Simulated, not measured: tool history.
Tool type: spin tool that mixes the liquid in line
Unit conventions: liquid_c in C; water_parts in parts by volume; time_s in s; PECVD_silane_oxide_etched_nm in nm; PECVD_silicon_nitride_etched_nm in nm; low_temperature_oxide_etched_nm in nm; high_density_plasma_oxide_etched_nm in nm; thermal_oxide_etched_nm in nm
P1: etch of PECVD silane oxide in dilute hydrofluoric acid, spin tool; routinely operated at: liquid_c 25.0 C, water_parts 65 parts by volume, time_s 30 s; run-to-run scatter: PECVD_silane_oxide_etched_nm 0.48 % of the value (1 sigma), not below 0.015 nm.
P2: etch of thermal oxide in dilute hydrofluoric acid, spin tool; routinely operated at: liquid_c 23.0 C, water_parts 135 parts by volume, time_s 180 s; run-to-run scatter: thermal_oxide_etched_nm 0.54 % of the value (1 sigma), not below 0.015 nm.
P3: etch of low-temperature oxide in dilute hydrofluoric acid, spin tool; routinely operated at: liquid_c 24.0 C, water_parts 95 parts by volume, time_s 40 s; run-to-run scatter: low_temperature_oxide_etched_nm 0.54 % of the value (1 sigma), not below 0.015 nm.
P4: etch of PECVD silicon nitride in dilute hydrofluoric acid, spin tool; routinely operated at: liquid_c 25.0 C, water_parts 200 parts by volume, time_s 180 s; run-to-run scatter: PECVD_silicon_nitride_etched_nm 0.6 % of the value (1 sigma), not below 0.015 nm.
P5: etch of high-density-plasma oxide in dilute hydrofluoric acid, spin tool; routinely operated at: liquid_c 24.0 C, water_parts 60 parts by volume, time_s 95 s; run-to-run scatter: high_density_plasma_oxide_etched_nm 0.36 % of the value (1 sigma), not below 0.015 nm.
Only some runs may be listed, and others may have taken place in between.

run     day  process  liquid_c  water_parts  time_s  hours since the thermometer was replaced  hours since the hydrofluoric acid flow meter was replaced  PECVD_silane_oxide_etched_nm  PECVD_silicon_nitride_etched_nm  low_temperature_oxide_etched_nm  high_density_plasma_oxide_etched_nm  thermal_oxide_etched_nm
  1   0.271       P1      25.0           65      30                                     151.4                                                      564.2                       11.9310
  2   0.546       P4      25.0          200     180                                     158.0                                                      570.8                                                         5.5352
  3   1.158       P3      24.0           95      75                                     172.7                                                      585.5                                                                                         15.5510
  4   1.729       P5      19.5           60      95                                     186.4                                                      599.2                                                                                                                               11.031
  5   2.350       P4      28.5          200     180                                     201.3                                                      614.1                                                         6.8983
  6   2.650       P2      23.0          135     265                                     208.5                                                      621.3                                                                                                                                                        8.8594
  7   3.117       P3      24.0           95      40                                     219.7                                                      632.5                                                                                          8.2611
  8   3.554       P4      25.0          110     180                                     230.2                                                      643.0                                                        10.0460
  9   3.896       P1      29.0           30      30                                     238.4                                                      651.2                       32.2180
 10   4.271       P1      25.0           20      15                                     247.4                                                      660.2                       20.6780
 11   4.704       P1      17.0           65      30                                     257.8                                                      670.6                        8.5556
 12   5.288       P3      30.5           95      40                                     271.8                                                      684.6                                                                                         10.6100
      5.442  -- hydrofluoric acid flow meter replaced
 13   5.717       P2      23.0          135     180                                     282.1                                                        6.7                                                                                                                                                        5.9935
 14   6.100       P1      25.0           65      30                                     291.3                                                       15.9                       11.9530
 15   6.646       P1      25.0           20      30                                     304.4                                                       29.0                       41.2770
 16   6.921       P1      25.0           65      30                                     311.0                                                       35.6                       12.0440
 17   7.254       P1      25.0           65      30                                     319.0                                                       43.6                       11.9480
 18   7.742       P1      25.0           65      30                                     330.7                                                       55.3                       11.9180
 19   8.012       P5      24.0           30      95                                     337.2                                                       61.8                                                                                                                               27.497
 20   8.442       P3      24.0           95      40                                     347.5                                                       72.1                                                                                          8.2732
 21   8.862       P2      17.0          135     180                                     357.6                                                       82.2                                                                                                                                                        4.7446
      8.954  -- thermometer replaced
 22   9.250       P3      24.0           30      40                                       7.1                                                       91.5                                                                                         28.3920
 23   9.829       P1      25.0           65      60                                      21.0                                                      105.4                       23.9550
 24  10.104       P4      25.0          200     180                                      27.6                                                      112.0                                                         5.5617
 25  10.567       P1      31.5           65      30                                      38.7                                                      123.1                       15.3660
 26  10.975       P4      25.0          200     270                                      48.5                                                      132.9                                                         8.4121

Expected results for the next run?
 27  11.600       P2      23.0          235     180                                      63.5                                                      147.9                                                                                                                                                             ?

{"run 27": {"thermal_oxide_etched_nm": 3.1281}}
